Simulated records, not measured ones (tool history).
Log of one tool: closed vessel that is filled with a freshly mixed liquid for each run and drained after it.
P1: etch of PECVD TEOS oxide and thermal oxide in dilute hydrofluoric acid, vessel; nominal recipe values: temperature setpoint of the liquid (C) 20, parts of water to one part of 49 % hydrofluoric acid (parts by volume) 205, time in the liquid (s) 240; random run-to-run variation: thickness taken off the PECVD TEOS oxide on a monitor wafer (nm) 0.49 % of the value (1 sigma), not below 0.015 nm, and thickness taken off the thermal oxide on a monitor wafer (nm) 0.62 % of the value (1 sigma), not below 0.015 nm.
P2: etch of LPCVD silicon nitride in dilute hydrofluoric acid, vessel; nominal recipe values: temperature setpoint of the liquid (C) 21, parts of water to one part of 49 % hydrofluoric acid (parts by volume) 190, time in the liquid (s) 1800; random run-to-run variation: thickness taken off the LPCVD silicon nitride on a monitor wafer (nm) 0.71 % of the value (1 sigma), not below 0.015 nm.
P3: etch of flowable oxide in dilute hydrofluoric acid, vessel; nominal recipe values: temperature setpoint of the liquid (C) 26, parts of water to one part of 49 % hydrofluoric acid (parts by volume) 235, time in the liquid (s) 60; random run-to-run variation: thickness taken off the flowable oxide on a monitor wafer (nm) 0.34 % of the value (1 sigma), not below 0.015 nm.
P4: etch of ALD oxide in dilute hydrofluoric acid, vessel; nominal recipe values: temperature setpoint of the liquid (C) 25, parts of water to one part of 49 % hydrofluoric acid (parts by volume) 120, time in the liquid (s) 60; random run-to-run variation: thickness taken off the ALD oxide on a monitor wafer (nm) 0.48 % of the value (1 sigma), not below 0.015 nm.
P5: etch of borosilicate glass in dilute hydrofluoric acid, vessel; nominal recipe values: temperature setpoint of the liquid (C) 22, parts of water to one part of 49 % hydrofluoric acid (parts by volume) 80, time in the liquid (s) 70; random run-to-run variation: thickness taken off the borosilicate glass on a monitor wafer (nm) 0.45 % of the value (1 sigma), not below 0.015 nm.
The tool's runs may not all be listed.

run   hour  process that ran  temperature setpoint of the liquid (C)  parts of water to one part of 49 % hydrofluoric acid (parts by volume)  time in the liquid (s)  hours since the thermometer was replaced  hours since the hydrofluoric acid flow meter was replaced  thickness taken off the PECVD TEOS oxide on a monitor wafer (nm)  thickness taken off the thermal oxide on a monitor wafer (nm)  thickness taken off the LPCVD silicon nitride on a monitor wafer (nm)  thickness taken off the ALD oxide on a monitor wafer (nm)  thickness taken off the flowable oxide on a monitor wafer (nm)  thickness taken off the borosilicate glass on a monitor wafer (nm)
  1    6.5                P1                                      20                                                                     205                     240                                      1405                                                     1364.9                                                            8.0332                                                         4.3939
  2   12.7                P1                                    25.5                                                                     205                     240                                    1411.2                                                     1371.1                                                            9.8652                                                         5.3921
  3   19.8                P2                                      21                                                                     190                     150                                    1418.3                                                     1378.2                                                                                                                                                                                                 0.32441
  4   25.9                P1                                      20                                                                     205                      30                                    1424.4                                                     1384.3                                                            1.0009                                                        0.55684
  5   32.1                P4                                      25                                                                     120                      60                                    1430.6                                                     1390.5                                                                                                                                                                                                                                                             10.051
  6   43.7                P1                                      20                                                                     205                     390                                    1442.2                                                     1402.1                                                            12.915                                                         7.2114
  7   52.2                P3                                      26                                                                     235                      60                                    1450.7                                                     1410.6                                                                                                                                                                                                                                                                                                                              8.365
  8   61.5                P5                                      22                                                                      80                      70                                      1460                                                     1419.9                                                                                                                                                                                                                                                                                                                                                                                                 24.634
  9   69.1                P5                                      22                                                                      80                     130                                    1467.6                                                     1427.5                                                                                                                                                                                                                                                                                                                                                                                                 45.762
 10   80.7                P1                                      20                                                                     205                     240                                    1479.2                                                     1439.1                                                            8.0816                                                          4.434
 11   92.5                P4                                      25                                                                     175                      60                                      1491                                                     1450.9                                                                                                                                                                                                                                                             6.4019
 12   98.7                P1                                      20                                                                     205                     240                                    1497.2                                                     1457.1                                                            8.0717                                                         4.4077
 13  104.8                P2                                      27                                                                     190                    1800                                    1503.3                                                     1463.2                                                                                                                                                                                                  5.2839
 14  110.4                P1                                      20                                                                     205                     240                                    1508.9                                                     1468.8                                                            8.0356                                                         4.4045
 15  122.9                P4                                      25                                                                     120                      30                                    1521.4                                                     1481.3                                                                                                                                                                                                                                                             4.9769
 16  129.4                P3                                      26                                                                     235                      95                                    1527.9                                                     1487.8                                                                                                                                                                                                                                                                                                                             13.249
 17  141.3                P1                                      20                                                                     280                     135                                    1539.8                                                     1499.7                                                            3.0771                                                          1.682
 18  151.1                P3                                      26                                                                      45                      60                                    1549.6                                                     1509.5                                                                                                                                                                                                                                                                                                                             55.307
 19  159.9                P5                                      22                                                                      80                      70                                    1558.4                                                     1518.3                                                                                                                                                                                                                                                                                                                                                                                                 24.565
 20  171.5                P5                                      17                                                                      80                      70                                      1570                                                     1529.9                                                                                                                                                                                                                                                                                                                                                                                                 19.863
 21  182.6                P1                                    27.5                                                                     340                     240                                    1581.1                                                       1541                                                            5.5509                                                         3.0189
 22    190                P4                                    30.5                                                                     120                      60                                    1588.5                                                     1548.4                                                                                                                                                                                                                                                             12.182
 23  198.1                P3                                      30                                                                     235                      60                                    1596.6                                                     1556.5                                                                                                                                                                                                                                                                                                                             9.5252
 24  209.8                P1                                      20                                                                     340                     240                                    1608.3                                                     1568.2                                                            4.2833                                                         2.3604
 25  218.8                P1                                      20                                                                     205                     240                                    1617.3                                                     1577.2                                                            8.0589                                                         4.4146
 26  227.1                P2                                      21                                                                      75                    1800                                    1625.6                                                     1585.5                                                                                                                                                                                                  9.0004
 27  233.6                P1                                      20                                                                     205                     240                                    1632.1                                                       1592                                                            7.9361                                                         4.3748
 28  246.5                P1                                      17                                                                     205                     240                                      1645                                                     1604.9                                                            7.1012                                                         3.9576
 29  259.3                P2                                      21                                                                     190                    1800                                    1657.8                                                     1617.7                                                                                                                                                                                                  3.6441
 30  271.6                P5                                      22                                                                     130                      70                                    1670.1                                                       1630                                                                                                                                                                                                                                                                                                                                                                                                 14.344
 31  278.2                P1                                      20                                                                     205                     240                                    1676.7                                                     1636.6                                                            8.0015                                                         4.4055
 32  286.3                P1                                      17                                                                     130                     240                                    1684.8                                                     1644.7                                                            12.085                                                         6.6166
 33  297.9                P4                                      25                                                                     120                      60                                    1696.4                                                     1656.3                                                                                                                                                                                                                                                             9.8798
 34  309.1                P1                                      20                                                                     105                     240                                    1707.6                                                     1667.5                                                            17.409                                                         9.6035
 35  314.9                P2                                      21                                                                     190                    1800                                    1713.4                                                     1673.3                                                                                                                                                                                                  3.6833
 36  325.6                P1                                      20                                                                     205                     240                                    1724.1                                                       1684                                                            7.9648                                                          4.399
 37    332                P1                                      20                                                                     205                     240                                    1730.5                                                     1690.4                                                            7.9001                                                         4.3542
 38  343.6                P1                                      20                                                                     205                     240                                    1742.1                                                       1702                                                            7.6688                                                         4.2635
 39    352                P1                                      20                                                                     205                     240                                    1750.5                                                     1710.4                                                            7.6194                                                         4.1726
 40  364.3                P1                                      20                                                                     205                     240                                    1762.8                                                     1722.7                                                            7.5722                                                         4.1511

Estimate the outcome of run 41 from the log above:
 41  375.8                P1                                      20                                                                     205                     240                                    1774.3                                                     1734.2                                                                 ?                                                              ?

Run 41 yielded thickness taken off the PECVD TEOS oxide on a monitor wafer (nm) 7.506, thickness taken off the thermal oxide on a monitor wafer (nm) 4.1577.

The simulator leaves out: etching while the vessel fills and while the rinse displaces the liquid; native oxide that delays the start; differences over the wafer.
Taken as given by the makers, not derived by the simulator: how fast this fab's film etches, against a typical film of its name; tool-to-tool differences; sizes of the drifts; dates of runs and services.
